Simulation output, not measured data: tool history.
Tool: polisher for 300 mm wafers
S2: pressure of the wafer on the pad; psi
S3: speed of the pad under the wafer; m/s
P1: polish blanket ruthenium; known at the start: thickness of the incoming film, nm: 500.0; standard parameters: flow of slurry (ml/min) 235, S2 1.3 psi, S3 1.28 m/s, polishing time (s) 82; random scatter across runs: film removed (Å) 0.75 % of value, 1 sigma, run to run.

run 1 hour=6.9 | flow_of_slurry_(ml/min)=235 S2=1.3 S3=1.28 polishing_time_(s)=82 | film_removed_(Å)=648.81
run 2 hour=15.6 | flow_of_slurry_(ml/min)=235 S2=1.3 S3=0.62 polishing_time_(s)=82 | film_removed_(Å)=312.12
run 3 hour=26.8 | flow_of_slurry_(ml/min)=235 S2=1.3 S3=1.28 polishing_time_(s)=82 | film_removed_(Å)=651.78
run 4 hour=34.6 | flow_of_slurry_(ml/min)=310 S2=1.3 S3=1.28 polishing_time_(s)=82 | film_removed_(Å)=662.8
run 5 hour=40.6 | flow_of_slurry_(ml/min)=235 S2=1.3 S3=1.28 polishing_time_(s)=82 | film_removed_(Å)=652.3
run 6 hour=47.8 | flow_of_slurry_(ml/min)=235 S2=1.3 S3=1.28 polishing_time_(s)=82 | film_removed_(Å)=644.53
run 7 hour=56.3 | flow_of_slurry_(ml/min)=310 S2=1.3 S3=1.82 polishing_time_(s)=82 | film_removed_(Å)=943.12
-- hour=58.5 head pressure recalibrated
run 8 hour=62.2 | flow_of_slurry_(ml/min)=235 S2=2 S3=1.28 polishing_time_(s)=82 | film_removed_(Å)=1009.5
run 9 hour=75.8 | flow_of_slurry_(ml/min)=235 S2=1.3 S3=1.28 polishing_time_(s)=127 | film_removed_(Å)=1012.4
run 10 hour=84 | flow_of_slurry_(ml/min)=235 S2=1.3 S3=1.28 polishing_time_(s)=61 | film_removed_(Å)=482.96
run 11 hour=92.9 | flow_of_slurry_(ml/min)=140 S2=1.3 S3=1.28 polishing_time_(s)=82 | film_removed_(Å)=594.47
-- hour=100 slurry nozzle cleaned
run 12 hour=105.3 | flow_of_slurry_(ml/min)=235 S2=1.3 S3=1.28 polishing_time_(s)=82 | film_removed_(Å)=645.54
run 13 hour=118.3 | flow_of_slurry_(ml/min)=235 S2=0.6 S3=1.28 polishing_time_(s)=82 | film_removed_(Å)=300.64
run 14 hour=131.3 | flow_of_slurry_(ml/min)=235 S2=1.3 S3=0.58 polishing_time_(s)=42 | film_removed_(Å)=149.04
run 15 hour=141.3 | flow_of_slurry_(ml/min)=235 S2=1.8 S3=1.72 polishing_time_(s)=82 | film_removed_(Å)=1210.9
run 16 hour=152.9 | flow_of_slurry_(ml/min)=235 S2=1.3 S3=2.02 polishing_time_(s)=82 | film_removed_(Å)=1038.1
run 17 hour=161.1 | flow_of_slurry_(ml/min)=235 S2=1.3 S3=1.28 polishing_time_(s)=82 | film_removed_(Å)=643.19
run 18 hour=170.9 | flow_of_slurry_(ml/min)=235 S2=1.3 S3=1.28 polishing_time_(s)=82 | film_removed_(Å)=659.21
run 19 hour=180.5 | flow_of_slurry_(ml/min)=235 S2=1.3 S3=1.28 polishing_time_(s)=82 | film_removed_(Å)=634.2
run 20 hour=191.8 | flow_of_slurry_(ml/min)=235 S2=1.3 S3=1.28 polishing_time_(s)=82 | film_removed_(Å)=622.75
-- hour=195.6 worn pad replaced by a new one
run 21 hour=204.8 | flow_of_slurry_(ml/min)=235 S2=1.3 S3=1.28 polishing_time_(s)=82 | film_removed_(Å)=621.02
run 22 hour=214.5 | flow_of_slurry_(ml/min)=235 S2=1.3 S3=1.28 polishing_time_(s)=82 | film_removed_(Å)=614.95
run 23 hour=224.6 | flow_of_slurry_(ml/min)=235 S2=1.3 S3=1.28 polishing_time_(s)=82 | film_removed_(Å)=609.15
run 24 hour=236 | flow_of_slurry_(ml/min)=235 S2=1.3 S3=1.28 polishing_time_(s)=82 | film_removed_(Å)=605.24

What P1 gives has crept away from where it was. These 2 causes fit the log equally well, each at the size given:
A: slurry flow missing at the pad, % = 35.2
B: head's pressure below its setpoint, % = 5.87
The gradual shift began around hour 170.9.
The rest of the possible causes, and what rules out each one:
removal rate lost through wear of the pad, %: serviced at hour 195.6, after the change had begun; the process did not return to its earlier output

You are offered 4 check runs, listed below with question marks in place of their results; each one averages 3 wafers. Which run separates the listed causes by giving clearly different results for each?
run check 1 hour=247.4 | flow_of_slurry_(ml/min)=235 S2=1.3 S3=0.62 polishing_time_(s)=104 | film_removed_(Å)=?
run check 2 hour=247.4 | flow_of_slurry_(ml/min)=235 S2=1.3 S3=1.94 polishing_time_(s)=82 | film_removed_(Å)=?
run check 3 hour=247.4 | flow_of_slurry_(ml/min)=140 S2=1.3 S3=1.72 polishing_time_(s)=82 | film_removed_(Å)=?
run check 4 hour=247.4 | flow_of_slurry_(ml/min)=235 S2=0.6 S3=1.28 polishing_time_(s)=111 | film_removed_(Å)=?

If the cause were each of the candidates in turn, the checks would give the following:
check=check_1 result=film_removed_(Å) if_A=375.13 if_B=375.14
check=check_2 result=film_removed_(Å) if_A=925.5 if_B=925.52
check=check_3 result=film_removed_(Å) if_A=733.52 if_B=761.01
check=check_4 result=film_removed_(Å) if_A=381.5 if_B=381.52
Minimum pairwise separation of causes per check, each pair taken at its best-separating result: check 1 0 %; check 2 0 %; check 3 3.68 %; check 4 0 %
Check 3 distinguishes between the causes, while the remaining checks would return nearly the same result for all of them.

After running check 3, the following was obtained: film removed (Å) 730.13. Which cause does this point to?

The cause is A: slurry flow missing at the pad, %.
